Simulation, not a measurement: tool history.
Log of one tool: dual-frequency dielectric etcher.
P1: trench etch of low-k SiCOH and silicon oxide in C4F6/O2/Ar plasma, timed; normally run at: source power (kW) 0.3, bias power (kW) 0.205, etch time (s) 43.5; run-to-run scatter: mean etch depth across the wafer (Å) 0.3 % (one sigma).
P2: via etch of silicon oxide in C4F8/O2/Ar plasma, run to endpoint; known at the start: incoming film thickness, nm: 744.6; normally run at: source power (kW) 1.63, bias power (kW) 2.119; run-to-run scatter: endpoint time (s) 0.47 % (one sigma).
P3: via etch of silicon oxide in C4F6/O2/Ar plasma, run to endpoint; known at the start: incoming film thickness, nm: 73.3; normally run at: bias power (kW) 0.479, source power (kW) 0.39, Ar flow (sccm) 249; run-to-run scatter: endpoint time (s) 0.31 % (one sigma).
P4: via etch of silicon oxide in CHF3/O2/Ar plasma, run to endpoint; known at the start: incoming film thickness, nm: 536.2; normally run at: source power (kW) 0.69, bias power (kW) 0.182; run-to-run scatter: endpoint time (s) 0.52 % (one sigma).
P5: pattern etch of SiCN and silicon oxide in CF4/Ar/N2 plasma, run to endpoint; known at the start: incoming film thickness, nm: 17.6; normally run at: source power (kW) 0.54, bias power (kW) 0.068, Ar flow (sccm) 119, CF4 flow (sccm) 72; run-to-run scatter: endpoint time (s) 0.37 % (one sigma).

run	day	process that ran	source power (kW)	bias power (kW)	etch time (s)	Ar flow (sccm)	CF4 flow (sccm)	mean etch depth across the wafer (Å)	endpoint time (s)
1	0.392	P1	0.3	0.205	43.5			1271	
2	0.921	P1	0.3	0.205	43.5			1264.4	
3	1.283	P3	0.39	0.479		294			16.839
4	1.679	P1	0.3	0.143	43.5			1128.8	
5	2.162	P1	0.3	0.205	43.5			1272.8	
6	2.638	P1	0.3	0.205	25			730.21	
7	2.992	P3	0.39	0.354		249			18.461
8	3.312	P1	0.43	0.205	43.5			1463.6	
# day 3.65: bias power generator calibrated
9	3.725	P2	1.63	1.417					181.82
10	4.333	P3	0.51	0.479		249			14.864
11	4.746	P2	1.63	2.119					163.24
12	5.012	P1	0.3	0.205	55.5			1612.4	
13	5.288	P4	0.69	0.182					260.53
14	5.612	P4	0.89	0.182					237
15	6.004	P5	0.54	0.068		119	72		18.126
16	6.358	P5	0.54	0.086		119	72		16.705
17	6.854	P1	0.38	0.248	43.5			1483.7	
18	7.212	P1	0.17	0.205	43.5			1010.2	
# day 7.467: source power generator calibrated
19	7.758	P5	0.54	0.068		157	72		19.205
20	8.062	P1	0.3	0.205	43.5			1257.5	
21	8.6	P4	0.69	0.23					240.33
22	8.962	P1	0.3	0.205	43.5			1265.4	
23	9.433	P1	0.3	0.258	43.5			1366.2	
24	9.712	P3	0.39	0.479		249			16.478
# day 10.258: wet clean of the chamber
25	10.275	P3	0.39	0.479		249			16.389
26	10.783	P2	2.27	2.119					143.63
27	11.35	P2	1.63	2.119					162.48
28	11.783	P5	0.7	0.068		119	72		14.444
29	12.333	P1	0.3	0.205	43.5			1267	
30	12.762	P1	0.3	0.286	24			778.37	
31	13.208	P1	0.3	0.205	43.5			1267.9	
32	13.479	P5	0.54	0.068		119	43		19.833
33	13.796	P4	0.69	0.182					260.82
34	14.083	P1	0.3	0.205	43.5			1264.7	
35	14.371	P1	0.3	0.205	43.5			1261.9	
36	14.638	P1	0.3	0.205	43.5			1251.8	
37	15.088	P1	0.3	0.205	43.5			1257.5	
38	15.404	P1	0.3	0.205	43.5			1253.7	
# day 15.604: wet clean of the chamber
39	16.004	P1	0.3	0.205	43.5			1248.1	
40	16.512	P1	0.3	0.205	43.5			1251.6	
41	17.075	P1	0.3	0.205	43.5			1246.1	
42	17.683	P1	0.3	0.205	43.5			1248.1	
43	18.146	P1	0.3	0.205	43.5			1238.5	

What P1 gives has crept away from where it was. These 2 causes fit the log equally well, each at the size given:
A: source power that arrives under what is set, % = 4.2
B: bias power that arrives under what is set, % = 4.88
The creep began at about day 14.083.
Why every other cause is out:
chamber walls in a state that lowers the etch rate, %: serviced at day 15.604, which brought nothing back

4 check runs are offered, each on 2 wafers whose results are averaged, their results left as question marks. Which one tells the causes apart?
check 1	18.608	P3	0.39	0.479		249			?
check 2	18.608	P2	1.63	2.119					?
check 3	18.608	P4	0.69	0.182					?
check 4	18.608	P5	0.54	0.068		119	72		?

What each check would give under each cause:
check	result	if A	if B
check 1	endpoint time (s)	16.756	16.801
check 2	endpoint time (s)	165.26	164.87
check 3	endpoint time (s)	264.02	264.07
check 4	endpoint time (s)	18.886	18.49
How far apart the two closest causes lie, in the result that separates them most: check 1 0.27 %; check 2 0.24 %; check 3 0.02 %; check 4 2.11 %
Check 4 tells the causes apart: in the others they would give nearly the same result.

Check 4 was then run and gave: endpoint time (s) 18.846. Which cause is it?

It is A: source power that arrives under what is set, %.
